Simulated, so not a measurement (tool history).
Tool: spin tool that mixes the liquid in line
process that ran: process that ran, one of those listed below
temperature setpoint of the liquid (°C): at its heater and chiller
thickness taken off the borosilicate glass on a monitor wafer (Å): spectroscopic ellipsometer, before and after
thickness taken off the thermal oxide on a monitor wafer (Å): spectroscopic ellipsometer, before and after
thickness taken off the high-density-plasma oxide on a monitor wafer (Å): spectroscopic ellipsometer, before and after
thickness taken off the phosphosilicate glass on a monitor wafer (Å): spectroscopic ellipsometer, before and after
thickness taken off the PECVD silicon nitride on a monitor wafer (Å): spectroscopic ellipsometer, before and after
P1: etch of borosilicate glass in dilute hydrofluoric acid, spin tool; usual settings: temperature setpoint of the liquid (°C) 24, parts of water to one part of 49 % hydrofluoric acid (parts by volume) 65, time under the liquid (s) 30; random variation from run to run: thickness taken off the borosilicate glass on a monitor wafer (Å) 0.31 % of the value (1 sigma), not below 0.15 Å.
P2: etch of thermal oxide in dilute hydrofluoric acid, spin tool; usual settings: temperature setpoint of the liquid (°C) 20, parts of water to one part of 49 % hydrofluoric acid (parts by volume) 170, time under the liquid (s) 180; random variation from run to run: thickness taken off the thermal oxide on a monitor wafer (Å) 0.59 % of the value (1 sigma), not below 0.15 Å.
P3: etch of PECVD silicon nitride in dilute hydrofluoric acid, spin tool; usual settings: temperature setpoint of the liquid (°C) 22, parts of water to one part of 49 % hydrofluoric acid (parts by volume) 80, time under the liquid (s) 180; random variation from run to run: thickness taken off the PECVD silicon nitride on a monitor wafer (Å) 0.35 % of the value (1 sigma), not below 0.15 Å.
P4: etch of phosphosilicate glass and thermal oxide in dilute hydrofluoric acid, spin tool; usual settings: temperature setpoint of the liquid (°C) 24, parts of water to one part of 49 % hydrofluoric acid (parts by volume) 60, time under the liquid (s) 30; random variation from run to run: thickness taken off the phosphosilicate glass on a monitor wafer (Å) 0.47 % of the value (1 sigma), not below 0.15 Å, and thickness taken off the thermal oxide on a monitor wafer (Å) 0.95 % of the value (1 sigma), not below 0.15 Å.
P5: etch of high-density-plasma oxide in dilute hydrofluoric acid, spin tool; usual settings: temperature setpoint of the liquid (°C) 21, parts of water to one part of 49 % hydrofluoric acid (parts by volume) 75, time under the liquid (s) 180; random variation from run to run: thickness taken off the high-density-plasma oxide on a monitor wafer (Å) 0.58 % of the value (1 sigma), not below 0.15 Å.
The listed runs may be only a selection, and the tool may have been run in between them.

| run | day | process that ran | temperature setpoint of the liquid (°C) | parts of water to one part of 49 % hydrofluoric acid (parts by volume) | time under the liquid (s) | hours since the thermometer was replaced | hours since the hydrofluoric acid flow meter was replaced | thickness taken off the borosilicate glass on a monitor wafer (Å) | thickness taken off the thermal oxide on a monitor wafer (Å) | thickness taken off the high-density-plasma oxide on a monitor wafer (Å) | thickness taken off the phosphosilicate glass on a monitor wafer (Å) | thickness taken off the PECVD silicon nitride on a monitor wafer (Å) |
|---|---|---|---|---|---|---|---|---|---|---|---|---|
| 1 | 0.3 | P1 | 24 | 65 | 30 | 173.6 | 195.1 | 150.78 |  |  |  |  |
| 2 | 0.525 | P2 | 20 | 170 | 180 | 179 | 200.5 |  | 39.077 |  |  |  |
| 3 | 0.846 | P5 | 27 | 75 | 180 | 186.7 | 208.2 |  |  | 141.16 |  |  |
| 4 | 1.029 | P1 | 24 | 95 | 30 | 191.1 | 212.6 | 98.827 |  |  |  |  |
| 5 | 1.371 | P1 | 24 | 65 | 50 | 199.3 | 220.8 | 250.92 |  |  |  |  |
| 6 | 1.6 | P1 | 24 | 65 | 30 | 204.8 | 226.3 | 150.88 |  |  |  |  |
| 7 | 1.875 | P1 | 24 | 105 | 60 | 211.4 | 232.9 | 176.41 |  |  |  |  |
| 8 | 2.221 | P5 | 21 | 125 | 180 | 219.7 | 241.2 |  |  | 63.149 |  |  |
| 9 | 2.562 | P1 | 24 | 65 | 30 | 227.9 | 249.4 | 150.67 |  |  |  |  |
| 10 | 2.729 | P5 | 21 | 75 | 365 | 231.9 | 253.4 |  |  | 225.8 |  |  |
| 11 | 2.967 | P4 | 24 | 60 | 50 | 237.6 | 259.1 |  | 41.373 |  | 920.7 |  |
| 12 | 3.133 | P1 | 30.5 | 65 | 15 | 241.6 | 263.1 | 97.733 |  |  |  |  |
| 13 | 3.404 | P1 | 24 | 65 | 15 | 248.1 | 269.6 | 75.78 |  |  |  |  |
| 14 | 3.708 | P1 | 24 | 65 | 30 | 255.4 | 276.9 | 150.48 |  |  |  |  |
| 15 | 3.95 | P1 | 24 | 65 | 30 | 261.2 | 282.7 | 150.96 |  |  |  |  |
| 16 | 4.275 | P3 | 17 | 80 | 180 | 269 | 290.5 |  |  |  |  | 41.169 |
| 17 | 4.533 | P1 | 24 | 65 | 30 | 275.2 | 296.7 | 149.74 |  |  |  |  |
| 18 | 4.721 | P2 | 20 | 40 | 180 | 279.7 | 301.2 |  | 189.6 |  |  |  |
| 19 | 5.004 | P1 | 24 | 35 | 30 | 286.5 | 308 | 291.75 |  |  |  |  |
| 20 | 5.342 | P4 | 24 | 60 | 30 | 294.6 | 316.1 |  | 24.068 |  | 549.94 |  |
| 21 | 5.533 | P2 | 20 | 170 | 180 | 299.2 | 320.7 |  | 39.017 |  |  |  |
| 22 | 5.771 | P1 | 18.5 | 65 | 30 | 304.9 | 326.4 | 120.01 |  |  |  |  |
| 23 | 6.108 | P2 | 26.5 | 170 | 180 | 313 | 334.5 |  | 49.609 |  |  |  |
| 24 | 6.421 | P5 | 21 | 75 | 180 | 320.5 | 342 |  |  | 111.79 |  |  |
| 25 | 6.621 | P2 | 20 | 170 | 340 | 325.3 | 346.8 |  | 74.971 |  |  |  |
| 26 | 6.975 | P3 | 22 | 80 | 180 | 333.8 | 355.3 |  |  |  |  | 58.055 |
| 27 | 7.304 | P4 | 17.5 | 60 | 30 | 341.7 | 363.2 |  | 18.542 |  | 419.34 |  |
| 28 | 7.538 | P3 | 22 | 145 | 180 | 347.3 | 368.8 |  |  |  |  | 32.591 |
| 29 | 7.817 | P4 | 24 | 20 | 30 | 354 | 375.5 |  | 76.81 |  | 1747.5 |  |
| 30 | 8.142 | P3 | 22 | 80 | 15 | 361.8 | 383.3 |  |  |  |  | 4.8439 |
| 31 | 8.329 | P1 | 28.5 | 65 | 30 | 366.3 | 387.8 | 179.46 |  |  |  |  |
| 32 | 8.488 | P1 | 24 | 65 | 30 | 370.1 | 391.6 | 151.88 |  |  |  |  |
| 33 | 8.679 | P1 | 24 | 65 | 30 | 374.7 | 396.2 | 145.04 |  |  |  |  |
| 34 | 8.908 | P1 | 24 | 65 | 30 | 380.2 | 401.7 | 141.52 |  |  |  |  |
| 35 | 9.179 | P1 | 24 | 65 | 30 | 386.7 | 408.2 | 138.75 |  |  |  |  |
| 36 | 9.508 | P1 | 24 | 65 | 30 | 394.6 | 416.1 | 137 |  |  |  |  |
| 37 | 9.758 | P1 | 24 | 65 | 30 | 400.6 | 422.1 | 137.1 |  |  |  |  |
| 38 | 9.954 | P1 | 24 | 65 | 30 | 405.3 | 426.8 | 138.1 |  |  |  |  |

Something has made what P1 gives creep away from where it was; the 2 causes below, each at its own stated size, fit the log equally well:
A: liquid colder than its thermometer reads (K) = 2.3
B: hydrofluoric acid flow below the setpoint (%) = 8.29
The gradual shift began around day 8.488.

4 check runs are offered, one wafer each, their results left as question marks. Which one tells the causes apart?
| check 1 | 10.15 | P3 | 22 | 80 | 180 |  |  |  |  |  |  | ? |
| check 2 | 10.15 | P2 | 20 | 170 | 180 |  |  |  | ? |  |  |  |
| check 3 | 10.15 | P4 | 24 | 60 | 30 |  |  |  | ? |  | ? |  |
| check 4 | 10.15 | P5 | 21 | 75 | 180 |  |  |  |  | ? |  |  |

Outcome of each check run for each possible cause:
| check | result | if A | if B |
|---|---|---|---|
| check 1 | thickness taken off the PECVD silicon nitride on a monitor wafer (Å) | 49.991 | 53.719 |
| check 2 | thickness taken off the thermal oxide on a monitor wafer (Å) | 35.588 | 35.215 |
| check 3 | thickness taken off the thermal oxide on a monitor wafer (Å) | 22.308 | 22.336 |
| check 3 | thickness taken off the phosphosilicate glass on a monitor wafer (Å) | 500.47 | 501.1 |
| check 4 | thickness taken off the high-density-plasma oxide on a monitor wafer (Å) | 101.39 | 101.55 |
Gap, in per cent, between the two causes that each check separates least, read from the result that separates them most: check 1 7.19 %; check 2 1.05 %; check 3 0.13 %; check 4 0.16 %
Check 1 is the one run that separates the causes; every other check would come out nearly the same whichever cause is at work.

After running check 1, the following was obtained: thickness taken off the PECVD silicon nitride on a monitor wafer (Å) 53.569. Which cause does this point to?

It is B: hydrofluoric acid flow below the setpoint (%).
